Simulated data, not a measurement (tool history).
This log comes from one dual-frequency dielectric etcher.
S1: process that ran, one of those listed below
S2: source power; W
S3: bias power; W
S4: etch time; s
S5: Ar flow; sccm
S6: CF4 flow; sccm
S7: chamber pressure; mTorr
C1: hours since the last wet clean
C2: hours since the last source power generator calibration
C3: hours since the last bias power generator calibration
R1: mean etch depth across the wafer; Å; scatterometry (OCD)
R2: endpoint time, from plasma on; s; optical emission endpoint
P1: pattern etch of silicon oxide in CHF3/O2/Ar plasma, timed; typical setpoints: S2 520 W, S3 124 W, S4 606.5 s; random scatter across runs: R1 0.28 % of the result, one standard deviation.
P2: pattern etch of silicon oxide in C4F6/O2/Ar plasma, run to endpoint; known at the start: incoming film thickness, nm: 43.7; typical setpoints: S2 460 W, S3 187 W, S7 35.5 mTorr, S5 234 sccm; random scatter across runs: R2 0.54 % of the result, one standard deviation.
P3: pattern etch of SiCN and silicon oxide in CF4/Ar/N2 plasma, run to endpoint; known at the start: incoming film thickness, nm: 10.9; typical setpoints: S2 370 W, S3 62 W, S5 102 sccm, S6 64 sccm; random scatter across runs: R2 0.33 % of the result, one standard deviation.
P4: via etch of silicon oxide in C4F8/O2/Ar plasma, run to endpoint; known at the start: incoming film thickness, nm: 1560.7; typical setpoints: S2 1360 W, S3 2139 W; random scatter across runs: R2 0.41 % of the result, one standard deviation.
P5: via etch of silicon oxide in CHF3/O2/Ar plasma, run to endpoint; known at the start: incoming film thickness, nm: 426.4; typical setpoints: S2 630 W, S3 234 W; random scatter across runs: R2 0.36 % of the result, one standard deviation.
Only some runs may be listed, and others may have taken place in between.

run	hour	S1	S2	S3	S4	S5	S6	S7	C1	C2	C3	R1	R2
1	4.2	P1	520	124	606.5				219.2	2641.5	243.5	9874.5	
2	8.7	P1	520	124	887.5				223.7	2646	248	14464	
3	12.6	P5	630	293					227.6	2649.9	251.9		182.42
4	18.2	P5	410	234					233.2	2655.5	257.5		232.8
5	23.6	P1	520	124	606.5				238.6	2660.9	262.9	9908.3	
6	28.2	P4	1360	2139					243.2	2665.5	267.5		360.75
7	31.3	P3	370	44		102	64		246.3	2668.6	270.6		17.83
8	37.2	P3	370	62		102	64		252.2	2674.5	276.5		16.065
9	42.9	P1	520	94	606.5				257.9	2680.2	282.2	9103	
10	47.3	P4	1360	2139					262.3	2684.6	286.6		361.4
11	53.1	P3	370	62		102	64		268.1	2690.4	292.4		16.029
12	58.3	P1	520	124	377				273.3	2695.6	297.6	6169.1	
13	63.2	P1	520	165	606.5				278.2	2700.5	302.5	10845	
14	68.7	P2	460	187		293		35.5	283.7	2706	308		13.318
15	72.1	P1	630	124	606.5				287.1	2709.4	311.4	10636	
16	77.1	P1	310	124	606.5				292.1	2714.4	316.4	8058	
17	83.6	P4	1360	3004					298.6	2720.9	322.9		323.67
18	87.8	P3	500	62		102	64		302.8	2725.1	327.1		12.253
19	93.5	P1	520	124	606.5				308.5	2730.8	332.8	9882.3	
20	96.8	P1	520	124	606.5				311.8	2734.1	336.1	9872.5	
21	100.3	P4	1920	2139					315.3	2737.6	339.6		311.9
22	104.8	P2	460	231		234		35.5	319.8	2742.1	344.1		12.103
23	108.4	P2	460	187		234		35.5	323.4	2745.7	347.7		13.098
24	112.6	P2	460	187		234		44	327.6	2749.9	351.9		13.216
25	118.2	P2	280	187		234		35.5	333.2	2755.5	357.5		15.854
26	123.6	P3	370	62		69	64		338.6	2760.9	362.9		15.075
27	127.7	P1	520	85	733				342.7	2765	367	10673	
28	131.7	P5	630	234					346.7	2769	371		196.59
29	137.6	P5	630	234					352.6	2774.9	376.9		197.04
30	141.2	P3	370	62		102	80		356.2	2778.5	380.5		15.376
31	144.2	P1	520	124	606.5				359.2	2781.5	383.5	9901	
32	147.5	P1	520	124	606.5				362.5	2784.8	386.8	9794.9	
33	150.8	P1	520	124	606.5				365.8	2788.1	390.1	9878.4	
34	154.4	P1	520	124	606.5				369.4	2791.7	393.7	9739	
35	157.5	P1	520	124	606.5				372.5	2794.8	396.8	9772.4	
# hour 162.3: wet clean of the chamber
36	163.3	P1	520	124	606.5				1	2800.6	402.6	9735	
37	168.3	P1	520	124	606.5				6	2805.6	407.6	9735.2	
38	171.8	P1	520	124	606.5				9.5	2809.1	411.1	9774.6	
39	176.6	P1	520	124	606.5				14.3	2813.9	415.9	9717	
40	181.2	P1	520	124	606.5				18.9	2818.5	420.5	9733.8	

The log shows P1 creeping away from where it was. Any of the 2 causes listed here, at the size stated for it, fits the log just as well as the others:
A: bias power that arrives under what is set, % = 4.85
B: source power that arrives under what is set, % = 3.9
At approximately hour 144.2, the process output began to creep.
Every other cause this tool's parts could produce, and why it does not fit the log:
chamber walls in a state that lowers the etch rate, %: serviced at hour 162.3, after the drift had started, without restoring the earlier output

Consider the 4 check runs below, whose results appear as question marks and each of which averages 2 wafers. Which one distinguishes the causes, in that each cause would give it a clearly different result?
check 1	185.8	P2	460	187		284		35.5					?
check 2	185.8	P4	1900	2917									?
check 3	185.8	P3	370	48		82	64						?
check 4	185.8	P5	520	281									?

If the cause were each of the candidates in turn, the checks would give the following:
check	result	if A	if B
check 1	R2	13.444	13.443
check 2	R2	291.37	291.42
check 3	R2	17.017	17.367
check 4	R2	201.75	201.07
Gap, in per cent, between the two causes that each check separates least, read from the result that separates them most: check 1 0.01 %; check 2 0.02 %; check 3 2.04 %; check 4 0.34 %
Check 3 tells the causes apart: in the others they would give nearly the same result.

Here is what check 3 returned: R2 17.011 s. Which cause is it?

It was cause A: bias power that arrives under what is set, %.

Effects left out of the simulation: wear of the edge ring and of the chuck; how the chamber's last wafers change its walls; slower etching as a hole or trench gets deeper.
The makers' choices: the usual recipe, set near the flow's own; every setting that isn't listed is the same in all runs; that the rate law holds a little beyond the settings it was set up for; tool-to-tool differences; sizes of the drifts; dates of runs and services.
